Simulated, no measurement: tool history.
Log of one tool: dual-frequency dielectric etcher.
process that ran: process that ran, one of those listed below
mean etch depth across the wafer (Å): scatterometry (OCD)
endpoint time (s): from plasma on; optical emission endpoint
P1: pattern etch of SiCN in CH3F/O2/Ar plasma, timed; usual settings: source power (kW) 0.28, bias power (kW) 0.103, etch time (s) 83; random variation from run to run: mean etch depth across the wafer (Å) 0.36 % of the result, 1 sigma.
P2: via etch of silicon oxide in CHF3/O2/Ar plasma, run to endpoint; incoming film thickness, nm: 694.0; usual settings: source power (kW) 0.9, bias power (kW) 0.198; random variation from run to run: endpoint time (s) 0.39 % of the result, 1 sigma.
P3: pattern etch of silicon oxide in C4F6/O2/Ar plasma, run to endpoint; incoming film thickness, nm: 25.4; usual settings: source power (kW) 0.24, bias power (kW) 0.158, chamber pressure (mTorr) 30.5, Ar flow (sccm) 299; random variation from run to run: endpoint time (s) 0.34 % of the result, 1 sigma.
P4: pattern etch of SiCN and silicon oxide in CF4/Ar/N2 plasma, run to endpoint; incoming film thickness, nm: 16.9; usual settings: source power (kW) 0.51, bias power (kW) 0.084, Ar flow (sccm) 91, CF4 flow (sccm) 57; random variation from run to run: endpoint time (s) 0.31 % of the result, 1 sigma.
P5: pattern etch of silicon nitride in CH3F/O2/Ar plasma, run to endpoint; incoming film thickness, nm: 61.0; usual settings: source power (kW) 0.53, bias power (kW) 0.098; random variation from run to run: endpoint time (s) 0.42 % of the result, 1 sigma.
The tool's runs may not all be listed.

| run | day | process that ran | source power (kW) | bias power (kW) | etch time (s) | Ar flow (sccm) | CF4 flow (sccm) | chamber pressure (mTorr) | hours since the last wet clean | hours since the last source power generator calibration | hours since the last bias power generator calibration | mean etch depth across the wafer (Å) | endpoint time (s) |
|---|---|---|---|---|---|---|---|---|---|---|---|---|---|
| 1 | 0.192 | P1 | 0.28 | 0.103 | 83 |  |  |  | 392.6 | 1319 | 1423 | 314.25 |  |
| 2 | 0.533 | P4 | 0.51 | 0.084 |  | 91 | 77 |  | 400.8 | 1327.2 | 1431.2 |  | 16.088 |
| 3 | 0.717 | P1 | 0.28 | 0.103 | 115.5 |  |  |  | 405.2 | 1331.6 | 1435.6 | 438.78 |  |
| 4 | 1.004 | P4 | 0.51 | 0.06 |  | 91 | 57 |  | 412.1 | 1338.5 | 1442.5 |  | 18.811 |
| 5 | 1.296 | P4 | 0.51 | 0.084 |  | 91 | 57 |  | 419.1 | 1345.5 | 1449.5 |  | 16.852 |
| 6 | 1.588 | P2 | 0.9 | 0.119 |  |  |  |  | 426.1 | 1352.5 | 1456.5 |  | 342.88 |
| 7 | 1.975 | P4 | 0.37 | 0.084 |  | 91 | 57 |  | 435.4 | 1361.8 | 1465.8 |  | 22.437 |
| 8 | 2.171 | P3 | 0.24 | 0.094 |  | 299 |  | 30.5 | 440.1 | 1366.5 | 1470.5 |  | 11.697 |
| 9 | 2.575 | P5 | 0.53 | 0.132 |  |  |  |  | 449.8 | 1376.2 | 1480.2 |  | 62.241 |
| 10 | 2.883 | P3 | 0.16 | 0.158 |  | 299 |  | 30.5 | 457.2 | 1383.6 | 1487.6 |  | 11.744 |
| 11 | 3.125 | P1 | 0.16 | 0.103 | 83 |  |  |  | 463 | 1389.4 | 1493.4 | 256.48 |  |
| 12 | 3.433 | P1 | 0.28 | 0.103 | 83 |  |  |  | 470.4 | 1396.8 | 1500.8 | 316.02 |  |
| 13 | 3.712 | P4 | 0.51 | 0.084 |  | 61 | 57 |  | 477.1 | 1403.5 | 1507.5 |  | 15.899 |
| 14 | 4.038 | P3 | 0.24 | 0.158 |  | 359 |  | 30.5 | 484.9 | 1411.3 | 1515.3 |  | 10.191 |
| 15 | 4.346 | P1 | 0.28 | 0.103 | 83 |  |  |  | 492.3 | 1418.7 | 1522.7 | 314.83 |  |
| 16 | 4.742 | P5 | 0.53 | 0.098 |  |  |  |  | 501.8 | 1428.2 | 1532.2 |  | 70.122 |
| 17 | 5.075 | P1 | 0.28 | 0.082 | 83 |  |  |  | 509.8 | 1436.2 | 1540.2 | 286.49 |  |
| 18 | 5.358 | P1 | 0.39 | 0.103 | 83 |  |  |  | 516.6 | 1443 | 1547 | 355.11 |  |
| 19 | 5.733 | P3 | 0.24 | 0.158 |  | 299 |  | 30.5 | 525.6 | 1452 | 1556 |  | 9.9544 |
| 20 | 6.112 | P1 | 0.28 | 0.103 | 83 |  |  |  | 534.7 | 1461.1 | 1565.1 | 314.15 |  |
| 21 | 6.454 | P2 | 0.9 | 0.198 |  |  |  |  | 542.9 | 1469.3 | 1573.3 |  | 292.29 |
| 22 | 6.804 | P1 | 0.17 | 0.103 | 59 |  |  |  | 551.3 | 1477.7 | 1581.7 | 187.21 |  |
| 23 | 7.2 | P2 | 0.9 | 0.198 |  |  |  |  | 560.8 | 1487.2 | 1591.2 |  | 292.93 |
| 24 | 7.588 | P5 | 0.73 | 0.098 |  |  |  |  | 570.1 | 1496.5 | 1600.5 |  | 61.957 |
| 25 | 7.775 | P1 | 0.28 | 0.103 | 45.5 |  |  |  | 574.6 | 1501 | 1605 | 173.51 |  |
| 26 | 7.962 | P1 | 0.28 | 0.103 | 83 |  |  |  | 579.1 | 1505.5 | 1609.5 | 314.49 |  |
| 27 | 8.346 | P1 | 0.28 | 0.103 | 83 |  |  |  | 588.3 | 1514.7 | 1618.7 | 315.94 |  |
| 28 | 8.679 | P2 | 0.61 | 0.198 |  |  |  |  | 596.3 | 1522.7 | 1626.7 |  | 340.05 |
| 29 | 8.942 | P1 | 0.28 | 0.127 | 83 |  |  |  | 602.6 | 1529 | 1633 | 341.16 |  |
| 30 | 9.312 | P3 | 0.24 | 0.158 |  | 299 |  | 38 | 611.5 | 1537.9 | 1641.9 |  | 10.295 |
| 31 | 9.6 | P1 | 0.28 | 0.103 | 83 |  |  |  | 618.4 | 1544.8 | 1648.8 | 316.12 |  |
| 32 | 9.975 | P1 | 0.28 | 0.103 | 83 |  |  |  | 627.4 | 1553.8 | 1657.8 | 311.92 |  |
| 33 | 10.158 | P1 | 0.28 | 0.103 | 83 |  |  |  | 631.8 | 1558.2 | 1662.2 | 311.1 |  |
| 34 | 10.483 | P1 | 0.28 | 0.103 | 83 |  |  |  | 639.6 | 1566 | 1670 | 310.38 |  |
| 35 | 10.854 | P1 | 0.28 | 0.103 | 83 |  |  |  | 648.5 | 1574.9 | 1678.9 | 309.77 |  |
| 36 | 11.188 | P1 | 0.28 | 0.103 | 83 |  |  |  | 656.5 | 1582.9 | 1686.9 | 308.58 |  |
|  | 11.5 | wet clean of the chamber |
| 37 | 11.55 | P1 | 0.28 | 0.103 | 83 |  |  |  | 1.3 | 1591.6 | 1695.6 | 310.21 |  |
| 38 | 11.808 | P1 | 0.28 | 0.103 | 83 |  |  |  | 7.5 | 1597.8 | 1701.8 | 310.44 |  |
| 39 | 12.183 | P1 | 0.28 | 0.103 | 83 |  |  |  | 16.5 | 1606.8 | 1710.8 | 308.76 |  |

What P1 gives has crept away from where it was. These 2 causes fit the log equally well, each at the size given:
A: bias power that arrives under what is set, % = 4.59
B: source power that arrives under what is set, % = 4.83
The creep began at about day 9.6.
Why every other cause is out:
chamber walls in a state that lowers the etch rate, %: serviced at day 11.5, which brought nothing back

4 check runs are offered, one wafer each, their results left as question marks. Which one tells the causes apart?
| check 1 | 12.558 | P2 | 0.9 | 0.198 |  |  |  |  |  |  |  |  | ? |
| check 2 | 12.558 | P5 | 0.53 | 0.098 |  |  |  |  |  |  |  |  | ? |
| check 3 | 12.558 | P4 | 0.51 | 0.084 |  | 91 | 57 |  |  |  |  |  | ? |
| check 4 | 12.558 | P3 | 0.24 | 0.158 |  | 299 |  | 30.5 |  |  |  |  | ? |

What each check would give under each cause:
| check | result | if A | if B |
|---|---|---|---|
| check 1 | endpoint time (s) | 297.27 | 298.28 |
| check 2 | endpoint time (s) | 70.984 | 71.11 |
| check 3 | endpoint time (s) | 17.114 | 17.583 |
| check 4 | endpoint time (s) | 10.139 | 10.183 |
How far apart the two closest causes lie, in the result that separates them most: check 1 0.34 %; check 2 0.18 %; check 3 2.7 %; check 4 0.43 %
Only check 3 tells the causes apart: in the others they would give nearly the same result.

Then check 3 was run and gave: endpoint time (s) 17.616. Which cause is it?

It is B: source power that arrives under what is set, %.
